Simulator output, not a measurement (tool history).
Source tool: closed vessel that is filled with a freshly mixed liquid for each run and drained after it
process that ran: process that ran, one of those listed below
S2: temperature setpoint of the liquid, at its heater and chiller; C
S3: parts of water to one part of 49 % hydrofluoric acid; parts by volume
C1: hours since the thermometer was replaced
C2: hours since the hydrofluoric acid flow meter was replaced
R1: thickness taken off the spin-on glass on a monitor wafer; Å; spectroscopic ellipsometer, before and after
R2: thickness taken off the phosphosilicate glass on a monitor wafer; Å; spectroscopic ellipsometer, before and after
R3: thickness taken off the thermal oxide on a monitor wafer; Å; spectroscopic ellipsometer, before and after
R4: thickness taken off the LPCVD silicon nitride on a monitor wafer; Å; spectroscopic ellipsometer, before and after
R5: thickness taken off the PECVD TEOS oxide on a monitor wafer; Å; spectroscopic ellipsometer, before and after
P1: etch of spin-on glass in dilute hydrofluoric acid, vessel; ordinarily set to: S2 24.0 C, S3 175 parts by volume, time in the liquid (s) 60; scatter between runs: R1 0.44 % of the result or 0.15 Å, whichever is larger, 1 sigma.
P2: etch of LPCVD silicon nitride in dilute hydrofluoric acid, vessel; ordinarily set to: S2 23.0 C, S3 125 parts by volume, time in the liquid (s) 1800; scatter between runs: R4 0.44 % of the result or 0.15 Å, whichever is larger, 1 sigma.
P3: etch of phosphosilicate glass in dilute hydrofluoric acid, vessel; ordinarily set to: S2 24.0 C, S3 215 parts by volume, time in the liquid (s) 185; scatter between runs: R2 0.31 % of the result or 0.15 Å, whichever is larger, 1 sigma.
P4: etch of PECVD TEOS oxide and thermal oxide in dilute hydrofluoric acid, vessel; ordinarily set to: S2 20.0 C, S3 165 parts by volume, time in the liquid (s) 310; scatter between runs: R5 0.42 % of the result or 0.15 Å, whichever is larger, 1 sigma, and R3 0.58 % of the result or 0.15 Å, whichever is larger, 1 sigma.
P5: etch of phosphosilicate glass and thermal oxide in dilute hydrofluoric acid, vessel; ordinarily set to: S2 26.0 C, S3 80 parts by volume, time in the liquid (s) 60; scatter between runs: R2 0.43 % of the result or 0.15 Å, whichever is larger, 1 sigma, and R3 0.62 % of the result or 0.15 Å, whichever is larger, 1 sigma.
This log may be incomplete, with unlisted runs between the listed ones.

{"run": 1, "day": 0.183, "process that ran": "P1", "S2": 24.0, "S3": 175, "time in the liquid (s)": 60, "C1": 1422.3, "C2": 169.1, "R1": 97.708}
{"run": 2, "day": 0.396, "process that ran": "P1", "S2": 32.0, "S3": 175, "time in the liquid (s)": 60, "C1": 1427.4, "C2": 174.2, "R1": 130.01}
{"run": 3, "day": 0.554, "process that ran": "P1", "S2": 24.0, "S3": 175, "time in the liquid (s)": 60, "C1": 1431.2, "C2": 178.0, "R1": 98.055}
{"run": 4, "day": 0.725, "process that ran": "P1", "S2": 24.0, "S3": 175, "time in the liquid (s)": 105, "C1": 1435.3, "C2": 182.1, "R1": 172.13}
{"run": 5, "day": 0.929, "process that ran": "P5", "S2": 32.5, "S3": 80, "time in the liquid (s)": 60, "C1": 1440.2, "C2": 187.0, "R2": 652.41, "R3": 51.315}
{"run": 6, "day": 1.125, "process that ran": "P5", "S2": 26.0, "S3": 80, "time in the liquid (s)": 60, "C1": 1444.9, "C2": 191.7, "R2": 513.51, "R3": 39.933}
{"run": 7, "day": 1.329, "process that ran": "P1", "S2": 24.0, "S3": 175, "time in the liquid (s)": 30, "C1": 1449.8, "C2": 196.6, "R1": 48.636}
{"run": 8, "day": 1.483, "process that ran": "P2", "S2": 23.0, "S3": 220, "time in the liquid (s)": 1800, "C1": 1453.5, "C2": 200.3, "R4": 40.522}
{"run": 9, "day": 1.646, "process that ran": "P1", "S2": 24.0, "S3": 80, "time in the liquid (s)": 60, "C1": 1457.4, "C2": 204.2, "R1": 240.48}
{"run": 10, "day": 1.862, "process that ran": "P2", "S2": 19.5, "S3": 125, "time in the liquid (s)": 1800, "C1": 1462.6, "C2": 209.4, "R4": 55.888}
{"run": 11, "day": 2.054, "process that ran": "P3", "S2": 28.5, "S3": 215, "time in the liquid (s)": 185, "C1": 1467.2, "C2": 214.0, "R2": 531.0}
{"run": 12, "day": 2.275, "process that ran": "P1", "S2": 17.0, "S3": 175, "time in the liquid (s)": 60, "C1": 1472.5, "C2": 219.3, "R1": 74.639}
{"run": 13, "day": 2.467, "process that ran": "P5", "S2": 26.0, "S3": 80, "time in the liquid (s)": 60, "C1": 1477.1, "C2": 223.9, "R2": 510.82, "R3": 40.165}
{"run": 14, "day": 2.596, "process that ran": "P1", "S2": 28.0, "S3": 45, "time in the liquid (s)": 60, "C1": 1480.2, "C2": 227.0, "R1": 524.3}
{"run": 15, "day": 2.771, "process that ran": "P2", "S2": 23.0, "S3": 125, "time in the liquid (s)": 1800, "C1": 1484.4, "C2": 231.2, "R4": 70.671}
{"run": 16, "day": 2.975, "process that ran": "P5", "S2": 26.0, "S3": 135, "time in the liquid (s)": 60, "C1": 1489.3, "C2": 236.1, "R2": 282.8, "R3": 22.39}
{"run": 17, "day": 3.175, "process that ran": "P2", "S2": 23.0, "S3": 125, "time in the liquid (s)": 3270, "C1": 1494.1, "C2": 240.9, "R4": 128.4}
{"run": 18, "day": 3.367, "process that ran": "P1", "S2": 24.0, "S3": 175, "time in the liquid (s)": 60, "C1": 1498.7, "C2": 245.5, "R1": 98.259}
{"run": 19, "day": 3.596, "process that ran": "P1", "S2": 24.0, "S3": 175, "time in the liquid (s)": 60, "C1": 1504.2, "C2": 251.0, "R1": 98.59}
{"run": 20, "day": 3.717, "process that ran": "P4", "S2": 20.0, "S3": 165, "time in the liquid (s)": 310, "C1": 1507.1, "C2": 253.9, "R3": 67.697, "R5": 185.08}
{"run": 21, "day": 3.917, "process that ran": "P1", "S2": 24.0, "S3": 290, "time in the liquid (s)": 60, "C1": 1511.9, "C2": 258.7, "R1": 52.541}
{"run": 22, "day": 4.112, "process that ran": "P3", "S2": 24.0, "S3": 215, "time in the liquid (s)": 185, "C1": 1516.6, "C2": 263.4, "R2": 450.64}
{"run": 23, "day": 4.254, "process that ran": "P4", "S2": 17.0, "S3": 165, "time in the liquid (s)": 310, "C1": 1520.0, "C2": 266.8, "R3": 59.786, "R5": 163.46}
{"run": 24, "day": 4.362, "process that ran": "P4", "S2": 20.0, "S3": 165, "time in the liquid (s)": 70, "C1": 1522.6, "C2": 269.4, "R3": 15.331, "R5": 41.568}
{"run": 25, "day": 4.475, "process that ran": "P4", "S2": 20.0, "S3": 90, "time in the liquid (s)": 310, "C1": 1525.3, "C2": 272.1, "R3": 134.6, "R5": 366.95}
{"run": 26, "day": 4.608, "process that ran": "P1", "S2": 17.0, "S3": 175, "time in the liquid (s)": 30, "C1": 1528.5, "C2": 275.3, "R1": 37.267}
{"run": 27, "day": 4.717, "process that ran": "P3", "S2": 24.0, "S3": 215, "time in the liquid (s)": 345, "C1": 1531.1, "C2": 277.9, "R2": 846.1}
{"run": 28, "day": 4.904, "process that ran": "P3", "S2": 24.0, "S3": 215, "time in the liquid (s)": 185, "C1": 1535.6, "C2": 282.4, "R2": 449.65}
{"run": 29, "day": 5.138, "process that ran": "P3", "S2": 24.0, "S3": 130, "time in the liquid (s)": 185, "C1": 1541.2, "C2": 288.0, "R2": 825.03}
{"run": 30, "day": 5.254, "process that ran": "P5", "S2": 26.0, "S3": 80, "time in the liquid (s)": 115, "C1": 1544.0, "C2": 290.8, "R2": 977.1, "R3": 76.633}
{"run": 31, "day": 5.408, "process that ran": "P1", "S2": 24.0, "S3": 175, "time in the liquid (s)": 60, "C1": 1547.7, "C2": 294.5, "R1": 97.814}
{"run": 32, "day": 5.529, "process that ran": "P1", "S2": 24.0, "S3": 175, "time in the liquid (s)": 60, "C1": 1550.6, "C2": 297.4, "R1": 94.681}
{"run": 33, "day": 5.671, "process that ran": "P1", "S2": 24.0, "S3": 175, "time in the liquid (s)": 60, "C1": 1554.0, "C2": 300.8, "R1": 93.154}
{"run": 34, "day": 5.879, "process that ran": "P1", "S2": 24.0, "S3": 175, "time in the liquid (s)": 60, "C1": 1559.0, "C2": 305.8, "R1": 92.411}
{"run": 35, "day": 6.004, "process that ran": "P1", "S2": 24.0, "S3": 175, "time in the liquid (s)": 60, "C1": 1562.0, "C2": 308.8, "R1": 91.697}
{"run": 36, "day": 6.217, "process that ran": "P1", "S2": 24.0, "S3": 175, "time in the liquid (s)": 60, "C1": 1567.1, "C2": 313.9, "R1": 91.27}
{"run": 37, "day": 6.379, "process that ran": "P1", "S2": 24.0, "S3": 175, "time in the liquid (s)": 60, "C1": 1571.0, "C2": 317.8, "R1": 91.175}

The log shows P1 creeping away from where it was. Any of the 2 causes listed here, at the size stated for it, fits the log just as well as the others:
A: liquid colder than its thermometer reads (K) = 1.99
B: hydrofluoric acid flow below the setpoint (%) = 6.1
The drift started at roughly day 5.408.

Below are 4 check runs, each on a single wafer, with their results shown as question marks. Which of them would tell the listed causes apart, meaning the causes would give clearly different results under it?
{"run": "check 1", "day": 6.542, "process that ran": "P3", "S2": 24.0, "S3": 215, "time in the liquid (s)": 185, "R2": "?"}
{"run": "check 2", "day": 6.542, "process that ran": "P4", "S2": 20.0, "S3": 165, "time in the liquid (s)": 310, "R3": "?", "R5": "?"}
{"run": "check 3", "day": 6.542, "process that ran": "P5", "S2": 26.0, "S3": 80, "time in the liquid (s)": 60, "R2": "?", "R3": "?"}
{"run": "check 4", "day": 6.542, "process that ran": "P2", "S2": 23.0, "S3": 125, "time in the liquid (s)": 1800, "R4": "?"}

What each check would give under each cause:
check=check_1 result=R2 if_A=419.57 if_B=417.91
check=check_2 result=R3 if_A=62.623 if_B=62.965
check=check_2 result=R5 if_A=170.220 if_B=171.150
check=check_3 result=R2 if_A=470.39 if_B=474.86
check=check_3 result=R3 if_A=37.063 if_B=37.415
check=check_4 result=R4 if_A=62.098 if_B=66.596
Gap, in per cent, between the two causes that each check separates least, read from the result that separates them most: check 1 0.4 %; check 2 0.54 %; check 3 0.95 %; check 4 6.99 %
Of the check runs offered, only check 4 discriminates between the causes; the rest would read about the same regardless of which cause applies.

Here is what check 4 returned: R4 66.498 Å. Which cause is it?

It is B: hydrofluoric acid flow below the setpoint (%).

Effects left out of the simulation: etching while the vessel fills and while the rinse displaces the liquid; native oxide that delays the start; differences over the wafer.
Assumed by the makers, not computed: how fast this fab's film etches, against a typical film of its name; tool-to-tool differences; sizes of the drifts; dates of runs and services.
